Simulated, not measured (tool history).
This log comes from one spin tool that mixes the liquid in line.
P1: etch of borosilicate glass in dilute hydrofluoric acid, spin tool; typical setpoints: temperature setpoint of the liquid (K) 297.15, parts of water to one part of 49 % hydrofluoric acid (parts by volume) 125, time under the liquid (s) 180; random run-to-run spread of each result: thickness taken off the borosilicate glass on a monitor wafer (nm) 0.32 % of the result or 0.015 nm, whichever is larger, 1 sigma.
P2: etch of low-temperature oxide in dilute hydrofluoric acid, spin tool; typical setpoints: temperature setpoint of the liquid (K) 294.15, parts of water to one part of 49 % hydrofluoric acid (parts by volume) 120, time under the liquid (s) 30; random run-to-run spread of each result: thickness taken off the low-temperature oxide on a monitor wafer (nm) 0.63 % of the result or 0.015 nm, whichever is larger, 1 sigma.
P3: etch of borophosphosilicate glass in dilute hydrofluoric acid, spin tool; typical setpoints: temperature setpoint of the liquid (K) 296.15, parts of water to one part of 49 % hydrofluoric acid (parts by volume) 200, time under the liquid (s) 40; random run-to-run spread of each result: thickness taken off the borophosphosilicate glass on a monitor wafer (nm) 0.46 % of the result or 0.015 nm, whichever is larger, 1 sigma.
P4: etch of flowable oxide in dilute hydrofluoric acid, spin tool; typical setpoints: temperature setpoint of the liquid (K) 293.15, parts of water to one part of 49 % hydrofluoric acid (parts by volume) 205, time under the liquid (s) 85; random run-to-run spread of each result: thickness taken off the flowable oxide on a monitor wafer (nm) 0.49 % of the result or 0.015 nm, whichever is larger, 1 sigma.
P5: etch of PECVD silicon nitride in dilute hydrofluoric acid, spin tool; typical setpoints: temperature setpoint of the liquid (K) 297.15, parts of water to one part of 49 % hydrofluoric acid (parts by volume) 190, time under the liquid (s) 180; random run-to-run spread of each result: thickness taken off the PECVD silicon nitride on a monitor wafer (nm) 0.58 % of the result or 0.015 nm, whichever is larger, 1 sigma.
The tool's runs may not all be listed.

run	day	process that ran	temperature setpoint of the liquid (K)	parts of water to one part of 49 % hydrofluoric acid (parts by volume)	time under the liquid (s)	hours since the thermometer was replaced	hours since the hydrofluoric acid flow meter was replaced	thickness taken off the borosilicate glass on a monitor wafer (nm)	thickness taken off the PECVD silicon nitride on a monitor wafer (nm)	thickness taken off the borophosphosilicate glass on a monitor wafer (nm)	thickness taken off the low-temperature oxide on a monitor wafer (nm)	thickness taken off the flowable oxide on a monitor wafer (nm)
1	0.254	P1	297.15	125	180	642.7	234.2	45.57				
2	0.721	P5	297.15	190	30	653.9	245.4		0.83523			
3	1.221	P3	296.15	200	40	665.9	257.4			10.508		
4	1.658	P1	297.15	40	180	676.4	267.9	158.85				
5	2.146	P5	290.15	190	180	688.1	279.6		3.1694			
6	2.471	P5	297.15	190	180	695.9	287.4		4.9677			
7	2.708	P1	297.15	125	180	701.6	293.1	45.874				
8	3.208	P3	290.15	200	40	713.6	305.1			8.3645		
9	3.6	P2	294.15	120	15	723	314.5				2.4146	
10	3.9	P4	293.15	205	45	730.2	321.7					7.0252
11	4.154	P4	293.15	205	85	736.3	327.8					13.32
12	4.433	P1	292.15	125	250	743	334.5	51.929				
13	4.896	P2	294.15	120	30	754.1	345.6				4.8867	
14	5.271	P1	297.15	125	180	763.1	354.6	45.679				
15	5.742	P2	294.15	35	30	774.4	365.9				18.304	
16	6.067	P1	297.15	125	295	782.2	373.7	74.866				
17	6.562	P1	291.65	125	180	794.1	385.6	36.673				
18	6.938	P4	300.65	205	85	803.1	394.6					17.613
19	7.196	P5	297.15	320	180	809.3	400.8		2.9821			
20	7.425	P1	297.15	125	180	814.8	406.3	45.648				
21	7.654	P5	297.15	190	180	820.3	411.8		4.9132			
22	7.975	P2	290.15	120	30	828	419.5				4.0554	
23	8.421	P1	297.15	190	180	838.7	430.2	28.11				
24	8.762	P3	296.15	200	40	846.9	438.4			10.446		
25	9.121	P1	301.15	125	90	855.5	447	26.551				
26	9.35	P1	297.15	125	180	861	452.5	45.895				
27	9.696	P3	296.15	355	40	869.3	460.8			5.0903		
28	10.096	P1	302.15	125	180	878.9	470.4	55.331				
29	10.342	P2	294.15	120	30	884.8	476.3				4.8157	
30	10.7	P1	297.15	125	180	893.4	484.9	45.772				
31	10.95	P1	297.15	125	70	899.4	490.9	17.799				
32	11.304	P4	293.15	85	85	907.9	499.4					36.705
33	11.617	P3	296.15	200	15	915.4	506.9			3.9448		
34	11.846	P1	297.15	125	180	920.9	512.4	45.777				
35	12.217	P1	297.15	125	180	929.8	521.3	43.962				
36	12.562	P1	297.15	125	180	938.1	529.6	42.969				
37	12.954	P1	297.15	125	180	947.5	539	42.396				
38	13.242	P1	297.15	125	180	954.4	545.9	41.895				
39	13.708	P1	297.15	125	180	965.6	557.1	41.643				
40	14.046	P1	297.15	125	180	973.7	565.2	41.586				
41	14.508	P1	297.15	125	180	984.8	576.3	41.629				

Something has made what P1 gives creep away from where it was; the 2 causes below, each at its own stated size, fit the log equally well:
A: hydrofluoric acid flow below the setpoint (%) = 7.99
B: liquid colder than its thermometer reads (K) = 2.44
The drift started at roughly day 11.846.

4 check runs are offered, one wafer each, their results left as question marks. Which one tells the causes apart?
check 1	14.971	P2	294.15	120	30						?	
check 2	14.971	P4	293.15	205	85							?
check 3	14.971	P5	297.15	190	180				?			
check 4	14.971	P3	296.15	200	40					?		

What every check run would give for each of its results, assuming each possible cause in turn:
check	result	if A	if B
check 1	thickness taken off the low-temperature oxide on a monitor wafer (nm)	4.4096	4.3903
check 2	thickness taken off the flowable oxide on a monitor wafer (nm)	12.04	12.103
check 3	thickness taken off the PECVD silicon nitride on a monitor wafer (nm)	4.5583	4.2323
check 4	thickness taken off the borophosphosilicate glass on a monitor wafer (nm)	9.4928	9.5783
Distance between the nearest two causes, measured in the result of the check that separates them most: check 1 0.44 %; check 2 0.53 %; check 3 7.42 %; check 4 0.9 %
Only check 3 tells the causes apart: in the others they would give nearly the same result.

Here is what check 3 returned: thickness taken off the PECVD silicon nitride on a monitor wafer (nm) 4.2157. Which cause is it?

It was cause B: liquid colder than its thermometer reads (K).

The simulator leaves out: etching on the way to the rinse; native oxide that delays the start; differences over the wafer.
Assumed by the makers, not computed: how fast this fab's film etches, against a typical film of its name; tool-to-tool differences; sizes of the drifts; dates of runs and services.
